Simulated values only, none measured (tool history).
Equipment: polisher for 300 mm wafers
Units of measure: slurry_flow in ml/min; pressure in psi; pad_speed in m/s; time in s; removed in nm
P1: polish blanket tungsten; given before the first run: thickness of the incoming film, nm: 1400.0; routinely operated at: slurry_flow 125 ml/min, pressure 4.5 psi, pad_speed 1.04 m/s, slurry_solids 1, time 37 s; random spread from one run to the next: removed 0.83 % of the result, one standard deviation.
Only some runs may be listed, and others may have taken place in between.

run	hour	slurry_flow	pressure	pad_speed	slurry_solids	time	wafers polished on this pad	hours since the slurry nozzle was cleaned	hours since the head pressure was calibrated	hours since the slurry blender was calibrated	hours since the slurry got fresh peroxide	removed
1	10.4	125	4.5	1.04	1	37	567	490.4	169	115.8	32.9	228.69
2	18.6	180	4.5	1.04	1	37	667	498.6	177.2	124	41.1	240.61
# hour 20.9: slurry tank refilled with fresh slurry and peroxide
3	29.5	125	7	1.04	1	37	801	509.5	188.1	134.9	8.6	355.92
4	42.4	125	4.5	1.04	1	37	958	522.4	201	147.8	21.5	230.94
5	51.4	125	4.5	1.04	1	37	1068	531.4	210	156.8	30.5	230.23
6	63.3	125	4.5	0.58	1	37	1214	543.3	221.9	168.7	42.4	128.77
7	70.2	85	4.5	1.48	1	37	1298	550.2	228.8	175.6	49.3	298.49
8	78.9	125	4.5	1.04	1	17	1405	558.9	237.5	184.3	58	105.37
9	91.1	125	4.5	1.04	1	37	1554	571.1	249.7	196.5	70.2	229.96
10	99.4	75	4.5	1.04	1	37	1655	579.4	258	204.8	78.5	204.47
11	106.9	125	4.5	1.58	1	37	1747	586.9	265.5	212.3	86	347.93
12	115.3	125	4.5	1.04	1	37	1850	595.3	273.9	220.7	94.4	230.34
13	127.1	75	4.5	1.04	1	25	1994	607.1	285.7	232.5	106.2	135.99
14	142.2	125	4.5	1.04	0.5	37	2179	622.2	300.8	247.6	121.3	198.82
15	148.8	125	4.5	1.04	1	54	2259	628.8	307.4	254.2	127.9	336.71
16	156.5	125	2	1.04	1	37	2353	636.5	315.1	261.9	135.6	102.8
17	164	125	4.5	1.4	0.8	37	2445	644	322.6	269.4	143.1	290.78
18	176.3	125	4.5	1.04	1.4	37	2595	656.3	334.9	281.7	155.4	252.05
19	183.2	125	4.5	1.04	1	37	2680	663.2	341.8	288.6	162.3	229.17
20	192.5	125	4.5	1.04	1	37	2794	672.5	351.1	297.9	171.6	230.43
21	204.1	125	4.5	1.04	1	37	2935	684.1	362.7	309.5	183.2	233.51
22	214.1	125	4.5	1.04	1	37	3058	694.1	372.7	319.5	193.2	222.6
23	224.2	125	4.5	1.04	1	37	3181	704.2	382.8	329.6	203.3	219.25
24	231.9	125	4.5	1.04	1	37	3275	711.9	390.5	337.3	211	217.16
25	241	125	4.5	1.04	1	37	3387	721	399.6	346.4	220.1	217.74
26	252.2	125	4.5	1.04	1	37	3523	732.2	410.8	357.6	231.3	213.27
27	266.6	125	4.5	1.04	1	37	3699	746.6	425.2	372	245.7	205.95
# hour 272.7: worn pad replaced by a new one
# hour 274.4: slurry blender recalibrated
# hour 274.9: slurry tank refilled with fresh slurry and peroxide
28	277.2	125	4.5	1.04	1	37	55	757.2	435.8	2.8	2.4	206.58
29	291.8	125	4.5	1.04	1	37	234	771.8	450.4	17.4	17	205.98
30	300	125	4.5	1.04	1	37	334	780	458.6	25.6	25.2	206.41
31	306.6	125	4.5	1.04	1	37	415	786.6	465.2	32.2	31.8	203.41
32	315.5	125	4.5	1.04	1	37	524	795.5	474.1	41.1	40.7	210.27

Compared with where it was, what P1 gives has crept away. Each cause listed below fits the log as well as the rest, at the size given for it:
A: head's pressure below its setpoint, % = 10.4
B: slurry flow missing at the pad, % = 35.6
The drift started at roughly hour 204.1.
Other possible causes, and why each is ruled out:
removal rate lost through wear of the pad, %: its service at hour 272.7 followed the start of the drift and did not put the process back to its old value
abrasive missing from the slurry, %: its service at hour 274.4 followed the start of the drift and did not put the process back to its old value
peroxide lost from the slurry, %: its service at hour 274.9 followed the start of the drift and did not put the process back to its old value

4 check runs are offered, one wafer each, their results left as question marks. Which one tells the causes apart?
check 1	324.4	125	5.7	1.04	1	37						?
check 2	324.4	125	2.5	1.04	1	52						?
check 3	324.4	75	4.5	1.3	1	37						?
check 4	324.4	125	4.5	1.24	1	37						?

Expected result of each check under each candidate cause:
check	result	if A	if B
check 1	removed	261.31	261.25
check 2	removed	161.07	161.04
check 3	removed	225.98	212.91
check 4	removed	245.97	245.91
Per check, the gap between the least separated pair of causes, taken in the result that splits them most: check 1 0.02 %; check 2 0.02 %; check 3 5.96 %; check 4 0.02 %
The other checks would show nearly matching results whichever cause is true, so check 3 is the only one that separates the causes.

Here is what check 3 returned: removed 211.4 nm. Which cause is it?

It was cause B: slurry flow missing at the pad, %.
